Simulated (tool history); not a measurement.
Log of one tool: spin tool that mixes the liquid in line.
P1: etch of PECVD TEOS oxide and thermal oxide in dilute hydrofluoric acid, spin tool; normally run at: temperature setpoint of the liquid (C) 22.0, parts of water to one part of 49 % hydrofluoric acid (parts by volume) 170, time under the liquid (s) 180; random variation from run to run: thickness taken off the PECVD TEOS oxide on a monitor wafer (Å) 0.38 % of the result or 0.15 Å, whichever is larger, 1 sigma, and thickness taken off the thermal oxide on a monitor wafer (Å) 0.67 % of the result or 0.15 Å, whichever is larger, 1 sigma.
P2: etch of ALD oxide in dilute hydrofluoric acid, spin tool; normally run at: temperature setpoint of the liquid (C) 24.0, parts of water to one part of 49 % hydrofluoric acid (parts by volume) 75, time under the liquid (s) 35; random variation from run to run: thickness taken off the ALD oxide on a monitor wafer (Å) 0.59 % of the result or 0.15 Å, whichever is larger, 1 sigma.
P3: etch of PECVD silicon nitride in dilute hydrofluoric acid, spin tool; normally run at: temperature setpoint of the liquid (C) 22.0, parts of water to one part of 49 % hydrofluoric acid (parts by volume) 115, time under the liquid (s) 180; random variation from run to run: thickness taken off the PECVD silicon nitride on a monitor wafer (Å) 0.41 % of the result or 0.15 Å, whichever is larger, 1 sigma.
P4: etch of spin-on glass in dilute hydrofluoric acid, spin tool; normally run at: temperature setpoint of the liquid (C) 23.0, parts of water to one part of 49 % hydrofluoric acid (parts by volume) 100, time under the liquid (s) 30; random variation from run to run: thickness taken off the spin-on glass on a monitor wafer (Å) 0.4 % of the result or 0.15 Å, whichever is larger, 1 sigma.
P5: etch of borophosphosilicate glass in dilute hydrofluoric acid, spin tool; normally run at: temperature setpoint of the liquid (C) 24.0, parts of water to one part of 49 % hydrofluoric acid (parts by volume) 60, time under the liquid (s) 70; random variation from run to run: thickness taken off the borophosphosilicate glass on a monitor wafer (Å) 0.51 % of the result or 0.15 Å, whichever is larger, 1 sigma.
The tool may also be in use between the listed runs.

run,hour,process that ran,temperature setpoint of the liquid (C),parts of water to one part of 49 % hydrofluoric acid (parts by volume),time under the liquid (s),thickness taken off the PECVD TEOS oxide on a monitor wafer (Å),thickness taken off the thermal oxide on a monitor wafer (Å),thickness taken off the ALD oxide on a monitor wafer (Å),thickness taken off the borophosphosilicate glass on a monitor wafer (Å),thickness taken off the spin-on glass on a monitor wafer (Å),thickness taken off the PECVD silicon nitride on a monitor wafer (Å)
1,4.2,P1,22.0,170,180,183.6400,41.8130,,,,
2,9.0,P2,24.0,75,20,,,25.900,,,
3,14.7,P1,22.0,170,180,183.4800,41.2110,,,,
4,19.2,P5,24.0,80,70,,,,425.80,,
5,23.1,P1,28.5,170,180,233.0400,53.0220,,,,
6,27.6,P2,24.0,75,35,,,45.775,,,
7,31.1,P5,24.0,60,70,,,,589.12,,
8,36.3,P1,29.0,90,180,503.1900,112.3200,,,,
9,39.4,P1,22.0,170,330,336.3700,75.8810,,,,
10,43.6,P4,18.0,100,30,,,,,120.320,
11,48.9,P3,26.0,115,180,,,,,,101.350
12,51.8,P2,24.0,75,35,,,45.533,,,
13,54.8,P5,24.0,60,120,,,,995.84,,
14,60.7,P1,22.0,255,180,111.8300,25.3940,,,,
15,64.0,P1,22.0,85,180,405.3000,90.2370,,,,
16,69.7,P1,22.0,270,15,8.8704,1.8057,,,,
17,73.7,P1,22.0,170,85,86.4860,19.3170,,,,
18,79.4,P2,24.0,20,35,,,184.660,,,
19,83.1,P4,23.0,165,30,,,,,83.253,
20,86.1,P4,23.0,100,30,,,,,147.420,
21,90.9,P3,22.0,115,180,,,,,,78.454
22,93.6,P1,17.0,170,180,151.0100,33.9000,,,,
23,99.0,P5,18.0,60,70,,,,452.71,,
24,103.2,P5,24.0,60,70,,,,589.17,,
25,106.7,P2,28.0,75,35,,,53.040,,,
26,109.6,P1,22.0,90,290,610.5600,136.3400,,,,
27,115.5,P3,22.0,25,180,,,,,,344.810
28,120.4,P4,23.0,100,15,,,,,73.373,
29,125.3,P1,22.0,170,180,183.5300,41.8210,,,,
30,130.3,P3,22.0,115,275,,,,,,118.220
31,133.4,P1,22.0,170,180,183.5700,41.2390,,,,
32,138.1,P3,22.0,115,180,,,,,,77.795

Run 33 comes next. What will it give?
33,143.4,P4,23.0,100,30,,,,,?,

Run 33 gave thickness taken off the spin-on glass on a monitor wafer (Å) 146.290.
